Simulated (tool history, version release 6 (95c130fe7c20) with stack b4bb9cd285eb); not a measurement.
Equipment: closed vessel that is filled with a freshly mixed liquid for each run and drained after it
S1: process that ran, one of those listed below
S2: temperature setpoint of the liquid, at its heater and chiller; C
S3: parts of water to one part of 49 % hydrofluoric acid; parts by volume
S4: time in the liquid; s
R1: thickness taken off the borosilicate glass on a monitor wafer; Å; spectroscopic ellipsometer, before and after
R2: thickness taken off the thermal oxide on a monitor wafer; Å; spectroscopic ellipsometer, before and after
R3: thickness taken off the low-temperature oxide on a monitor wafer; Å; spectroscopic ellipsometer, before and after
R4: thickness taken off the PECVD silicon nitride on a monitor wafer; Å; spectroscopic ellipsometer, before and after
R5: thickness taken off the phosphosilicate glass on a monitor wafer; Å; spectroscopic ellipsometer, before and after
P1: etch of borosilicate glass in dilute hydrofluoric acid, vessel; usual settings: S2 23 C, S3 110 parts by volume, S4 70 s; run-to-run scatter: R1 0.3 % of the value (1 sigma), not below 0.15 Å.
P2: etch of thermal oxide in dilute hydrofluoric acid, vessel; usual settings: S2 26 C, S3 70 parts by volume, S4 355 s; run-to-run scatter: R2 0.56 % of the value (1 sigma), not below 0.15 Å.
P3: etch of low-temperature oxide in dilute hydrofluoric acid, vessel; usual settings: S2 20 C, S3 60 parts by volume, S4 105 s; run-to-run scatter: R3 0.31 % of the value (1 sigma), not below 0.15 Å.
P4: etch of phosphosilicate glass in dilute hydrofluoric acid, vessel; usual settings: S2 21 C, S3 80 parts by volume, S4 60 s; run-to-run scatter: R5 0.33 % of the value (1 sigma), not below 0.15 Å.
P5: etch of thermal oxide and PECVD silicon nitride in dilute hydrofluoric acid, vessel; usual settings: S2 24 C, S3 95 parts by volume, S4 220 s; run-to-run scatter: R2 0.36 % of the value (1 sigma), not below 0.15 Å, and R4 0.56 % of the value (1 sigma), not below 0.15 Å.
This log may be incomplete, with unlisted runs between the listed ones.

| run | hour | S1 | S2 | S3 | S4 | R1 | R2 | R3 | R4 | R5 |
|---|---|---|---|---|---|---|---|---|---|---|
| 1 | 9.7 | P1 | 23 | 110 | 70 | 138.08 |  |  |  |  |
| 2 | 23.4 | P1 | 23 | 110 | 70 | 138.6 |  |  |  |  |
| 3 | 36.2 | P2 | 31.5 | 70 | 355 |  | 352.82 |  |  |  |
| 4 | 48.1 | P3 | 20 | 60 | 55 |  |  | 116.31 |  |  |
| 5 | 56.5 | P1 | 23 | 110 | 100 | 198.78 |  |  |  |  |
| 6 | 65.4 | P1 | 17 | 110 | 70 | 108.55 |  |  |  |  |
| 7 | 76.1 | P5 | 24 | 95 | 220 |  | 106.3 |  | 73.641 |  |
| 8 | 85 | P4 | 17 | 80 | 60 |  |  |  |  | 1196.8 |
| 9 | 94.4 | P1 | 23 | 110 | 70 | 139.7 |  |  |  |  |
| 10 | 105.2 | P2 | 26 | 70 | 355 |  | 287.83 |  |  |  |
| 11 | 116.3 | P4 | 21 | 140 | 60 |  |  |  |  | 751.16 |
| 12 | 123.5 | P4 | 21 | 80 | 95 |  |  |  |  | 2235.1 |
| 13 | 134.6 | P5 | 19 | 95 | 220 |  | 86.452 |  | 51.942 |  |
| 14 | 144.4 | P1 | 31 | 110 | 70 | 189.85 |  |  |  |  |
| 15 | 153.7 | P3 | 20 | 30 | 105 |  |  | 460.81 |  |  |
| 16 | 161.2 | P3 | 20 | 60 | 105 |  |  | 222.66 |  |  |
| 17 | 168.8 | P1 | 23 | 110 | 30 | 59.514 |  |  |  |  |
| 18 | 183.4 | P2 | 26 | 70 | 355 |  | 284.06 |  |  |  |
| 19 | 194.6 | P2 | 26 | 70 | 190 |  | 149.89 |  |  |  |
| 20 | 205.6 | P1 | 23 | 50 | 70 | 330.58 |  |  |  |  |
| 21 | 218.7 | P5 | 24 | 160 | 220 |  | 58.359 |  | 43.826 |  |
| 22 | 230 | P1 | 17 | 110 | 30 | 46.83 |  |  |  |  |
| 23 | 243.4 | P1 | 23 | 185 | 70 | 75.871 |  |  |  |  |
| 24 | 257.2 | P2 | 26 | 45 | 355 |  | 460.25 |  |  |  |
| 25 | 268 | P5 | 24 | 95 | 120 |  | 58.04 |  | 40.071 |  |
| 26 | 283.4 | P4 | 21 | 80 | 60 |  |  |  |  | 1420.6 |
| 27 | 293.6 | P4 | 21 | 80 | 60 |  |  |  |  | 1409.9 |
| 28 | 308.9 | P5 | 24 | 95 | 220 |  | 106.13 |  | 72.68 |  |
| 29 | 317.3 | P1 | 23 | 110 | 70 | 138.75 |  |  |  |  |
| 30 | 329.5 | P1 | 23 | 110 | 70 | 138.72 |  |  |  |  |
| 31 | 344.9 | P3 | 17 | 60 | 105 |  |  | 195.61 |  |  |
| 32 | 357.1 | P1 | 23 | 110 | 70 | 139.67 |  |  |  |  |
| 33 | 372.6 | P1 | 23 | 110 | 70 | 145.53 |  |  |  |  |
| 34 | 386 | P1 | 23 | 110 | 70 | 146.97 |  |  |  |  |
| 35 | 393 | P1 | 23 | 110 | 70 | 147.72 |  |  |  |  |
| 36 | 404.6 | P1 | 23 | 110 | 70 | 148.15 |  |  |  |  |
| 37 | 417.1 | P1 | 23 | 110 | 70 | 148.82 |  |  |  |  |
| 38 | 427.1 | P1 | 23 | 110 | 70 | 148.56 |  |  |  |  |

The log shows P1 creeping away from where it was. Any of the 2 causes listed here, at the size stated for it, fits the log just as well as the others:
A: liquid hotter than its thermometer reads (K) = 1.68
B: hydrofluoric acid flow above the setpoint (%) = 6.04
The gradual shift began around hour 357.1.

Below are 4 check runs, each on a single wafer, with their results shown as question marks. Which of them would tell the listed causes apart, meaning the causes would give clearly different results under it?
| check 1 | 437.1 | P3 | 20 | 60 | 105 |  |  | ? |  |  |
| check 2 | 437.1 | P5 | 24 | 95 | 220 |  | ? |  | ? |  |
| check 3 | 437.1 | P4 | 21 | 80 | 60 |  |  |  |  | ? |
| check 4 | 437.1 | P2 | 26 | 70 | 355 |  | ? |  |  |  |

What every check run would give for each of its results, assuming each possible cause in turn:
| check | result | if A | if B |
|---|---|---|---|
| check 1 | R3 | 238.46 | 236.65 |
| check 2 | R2 | 113.42 | 113.32 |
| check 2 | R4 | 81.971 | 77.789 |
| check 3 | R5 | 1510.9 | 1503.8 |
| check 4 | R2 | 303.23 | 302.51 |
Per check, the gap between the least separated pair of causes, taken in the result that splits them most: check 1 0.76 %; check 2 5.24 %; check 3 0.47 %; check 4 0.24 %
Of the check runs offered, only check 2 discriminates between the causes; the rest would read about the same regardless of which cause applies.

After running check 2, the following was obtained: R2 113.23 Å; R4 77.712 Å. Which cause does this point to?

It is B: hydrofluoric acid flow above the setpoint (%).
